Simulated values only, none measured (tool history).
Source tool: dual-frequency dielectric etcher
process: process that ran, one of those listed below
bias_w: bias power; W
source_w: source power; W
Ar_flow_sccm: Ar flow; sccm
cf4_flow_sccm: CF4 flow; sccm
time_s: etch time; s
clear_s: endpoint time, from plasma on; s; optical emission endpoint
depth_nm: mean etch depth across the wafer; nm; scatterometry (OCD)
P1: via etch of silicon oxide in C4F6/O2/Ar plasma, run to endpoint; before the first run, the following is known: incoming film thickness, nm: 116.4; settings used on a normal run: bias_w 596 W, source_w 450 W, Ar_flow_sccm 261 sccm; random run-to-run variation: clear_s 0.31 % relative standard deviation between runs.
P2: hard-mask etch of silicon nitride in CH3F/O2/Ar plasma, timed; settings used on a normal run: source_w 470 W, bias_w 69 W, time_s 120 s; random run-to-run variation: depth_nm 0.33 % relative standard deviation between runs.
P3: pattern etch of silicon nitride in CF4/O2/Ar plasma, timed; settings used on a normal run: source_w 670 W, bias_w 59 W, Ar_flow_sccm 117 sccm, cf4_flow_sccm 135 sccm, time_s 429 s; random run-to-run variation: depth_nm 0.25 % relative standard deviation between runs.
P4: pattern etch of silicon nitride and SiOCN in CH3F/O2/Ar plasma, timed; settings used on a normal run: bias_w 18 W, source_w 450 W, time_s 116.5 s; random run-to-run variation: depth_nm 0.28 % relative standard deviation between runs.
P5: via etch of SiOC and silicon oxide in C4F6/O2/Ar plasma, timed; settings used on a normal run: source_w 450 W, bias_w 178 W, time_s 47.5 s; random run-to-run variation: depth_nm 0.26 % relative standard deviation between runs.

run	hour	process	bias_w	source_w	Ar_flow_sccm	cf4_flow_sccm	time_s	clear_s	depth_nm
1	5.7	P1	596	450	261			23.188	
2	14.3	P3	59	670	117	135	553		1449.9
3	23.1	P1	596	450	203			22.383	
# hour 28: wet clean of the chamber
4	30.1	P1	757	450	261			21.116	
5	34.2	P1	596	450	261			23.064	
6	38.7	P1	596	450	261			22.949	
7	45.9	P5	178	450			47.5		57.495
8	51.7	P1	439	450	261			26.007	
9	56.3	P4	18	450			66		8.4432
10	64.5	P2	69	470			120		90.003
11	69.4	P3	59	670	117	135	429		1123.1
12	75.1	P1	596	450	261			23.023	
13	82.1	P4	25	450			116.5		17.161
14	87.5	P1	596	450	261			23.229	
15	94.6	P1	596	290	261			27.167	
16	99.8	P3	59	670	117	161	429		1148.6
17	106.7	P4	18	560			116.5		16.158
18	113.2	P5	178	450			58		69.808
19	122.4	P2	46	470			120		79.155
20	127	P3	59	910	117	135	429		1463.2
21	136	P1	418	590	261			23.831	
22	143.5	P5	178	280			47.5		47.646
23	149.9	P1	760	450	357			21.745	
24	157.7	P3	59	670	85	135	429		1161.6
25	162.4	P1	596	630	261			20.436	
26	168.1	P5	238	450			47.5		63.023
27	177.4	P1	596	450	327			23.609	
28	182.2	P2	69	470			158		118.7
29	187.9	P4	18	450			116.5		14.922
30	195.4	P1	596	450	261			23.089	
31	203.1	P3	79	670	117	135	429		1255.7
32	209.3	P2	69	350			120		80.802
33	215.9	P1	596	450	261			23.129	
34	222.2	P1	596	450	261			22.87	
35	230.2	P1	596	450	261			22.838	
# hour 232.5: wet clean of the chamber
36	236.3	P1	596	450	261			22.809	
# hour 238.5: Ar flow controller replaced
37	241.1	P1	596	450	261			22.815	
38	249.5	P1	596	450	261			22.732	
39	254.2	P1	596	450	261			22.729	
40	263	P1	596	450	261			22.817	

The log shows P1 creeping away from where it was. Any of the 2 causes listed here, at the size stated for it, fits the log just as well as the others:
A: source power that arrives over what is set, % = 4.25
B: bias power that arrives over what is set, % = 4.08
Creep in the process output first set in at about hour 215.9.
Why every other cause is out:
chamber walls in a state that raises the etch rate, %: its service at hour 232.5 followed the start of the drift and did not put the process back to its old value
Ar flow that arrives under what is set, %: its service at hour 238.5 followed the start of the drift and did not put the process back to its old value

Consider the 4 single-wafer check runs listed below, results given as question marks: which one distinguishes between the causes by giving clearly different results for each?
check 1	271.8	P4	18	450			116.5		?
check 2	271.8	P2	69	470			120		?
check 3	271.8	P3	59	670	117	135	429		?
check 4	271.8	P5	178	450			47.5		?

What each check would give under each cause:
check	result	if A	if B
check 1	depth_nm	15.108	15.141
check 2	depth_nm	91.709	91.487
check 3	depth_nm	1164.4	1139.8
check 4	depth_nm	58.28	58.082
Distance between the nearest two causes, measured in the result of the check that separates them most: check 1 0.21 %; check 2 0.24 %; check 3 2.13 %; check 4 0.34 %
Check 3 distinguishes between the causes, while the remaining checks would return nearly the same result for all of them.

Then check 3 was run and gave: depth_nm 1164.6 nm. Which cause is it?

Of the candidate causes, it is A: source power that arrives over what is set, %.
